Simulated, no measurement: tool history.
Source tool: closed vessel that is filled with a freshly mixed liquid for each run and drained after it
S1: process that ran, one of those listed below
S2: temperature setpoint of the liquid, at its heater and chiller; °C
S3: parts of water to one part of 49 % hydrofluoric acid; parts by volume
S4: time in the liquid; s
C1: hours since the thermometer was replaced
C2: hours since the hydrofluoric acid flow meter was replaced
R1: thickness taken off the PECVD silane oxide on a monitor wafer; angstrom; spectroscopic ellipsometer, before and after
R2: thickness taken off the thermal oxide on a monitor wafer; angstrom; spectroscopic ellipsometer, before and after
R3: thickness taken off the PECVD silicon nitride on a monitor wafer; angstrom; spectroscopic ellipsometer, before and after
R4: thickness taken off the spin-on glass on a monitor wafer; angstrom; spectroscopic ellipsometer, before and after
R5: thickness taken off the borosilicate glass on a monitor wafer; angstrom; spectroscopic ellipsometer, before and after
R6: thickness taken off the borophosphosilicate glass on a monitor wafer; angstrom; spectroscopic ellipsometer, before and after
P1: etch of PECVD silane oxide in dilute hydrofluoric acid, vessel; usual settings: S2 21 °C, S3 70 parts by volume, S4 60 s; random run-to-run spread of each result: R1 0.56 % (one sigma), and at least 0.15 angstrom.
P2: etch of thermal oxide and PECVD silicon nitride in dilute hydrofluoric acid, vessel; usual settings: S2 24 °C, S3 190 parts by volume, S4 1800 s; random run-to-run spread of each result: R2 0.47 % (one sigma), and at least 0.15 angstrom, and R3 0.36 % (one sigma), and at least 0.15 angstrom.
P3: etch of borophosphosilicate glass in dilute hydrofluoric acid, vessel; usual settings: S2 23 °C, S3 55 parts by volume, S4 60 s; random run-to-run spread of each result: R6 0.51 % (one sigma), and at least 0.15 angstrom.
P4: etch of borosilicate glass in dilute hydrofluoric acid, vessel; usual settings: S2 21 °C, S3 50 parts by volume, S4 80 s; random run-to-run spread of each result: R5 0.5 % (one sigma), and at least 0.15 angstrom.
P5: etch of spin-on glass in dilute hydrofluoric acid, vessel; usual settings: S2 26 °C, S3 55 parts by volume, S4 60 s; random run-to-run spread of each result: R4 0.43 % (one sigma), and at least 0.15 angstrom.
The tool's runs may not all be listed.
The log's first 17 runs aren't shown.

{"run": 18, "day": 8.033, "S1": "P1", "S2": 21, "S3": 70, "S4": 60, "C1": 1252, "C2": 465.4, "R1": 132.27}
{"run": 19, "day": 8.412, "S1": "P3", "S2": 23, "S3": 55, "S4": 60, "C1": 1261.1, "C2": 474.5, "R6": 468.12}
{"run": 20, "day": 8.85, "S1": "P1", "S2": 21, "S3": 70, "S4": 60, "C1": 1271.6, "C2": 485, "R1": 131.81}
{"run": 21, "day": 9.388, "S1": "P5", "S2": 20.5, "S3": 55, "S4": 60, "C1": 1284.5, "C2": 497.9, "R4": 592.56}
{"run": 22, "day": 9.762, "S1": "P4", "S2": 21, "S3": 20, "S4": 80, "C1": 1293.5, "C2": 506.9, "R5": 1212.4}
{"run": 23, "day": 10.162, "S1": "P2", "S2": 24, "S3": 190, "S4": 695, "C1": 1303.1, "C2": 516.5, "R2": 150.23, "R3": 63.804}
{"run": 24, "day": 10.467, "S1": "P3", "S2": 17, "S3": 55, "S4": 60, "C1": 1310.4, "C2": 523.8, "R6": 364.35}
{"run": 25, "day": 10.967, "S1": "P5", "S2": 26, "S3": 55, "S4": 60, "C1": 1322.4, "C2": 535.8, "R4": 740.44}
{"run": 26, "day": 11.308, "S1": "P1", "S2": 21, "S3": 20, "S4": 60, "C1": 1330.6, "C2": 544, "R1": 490.86}

What does the tool deliver on the next run?
{"run": 27, "day": 11.567, "S1": "P1", "S2": 17, "S3": 70, "S4": 60, "C1": 1336.8, "C2": 550.2, "R1": "?"}

R1: 110.25 angstrom

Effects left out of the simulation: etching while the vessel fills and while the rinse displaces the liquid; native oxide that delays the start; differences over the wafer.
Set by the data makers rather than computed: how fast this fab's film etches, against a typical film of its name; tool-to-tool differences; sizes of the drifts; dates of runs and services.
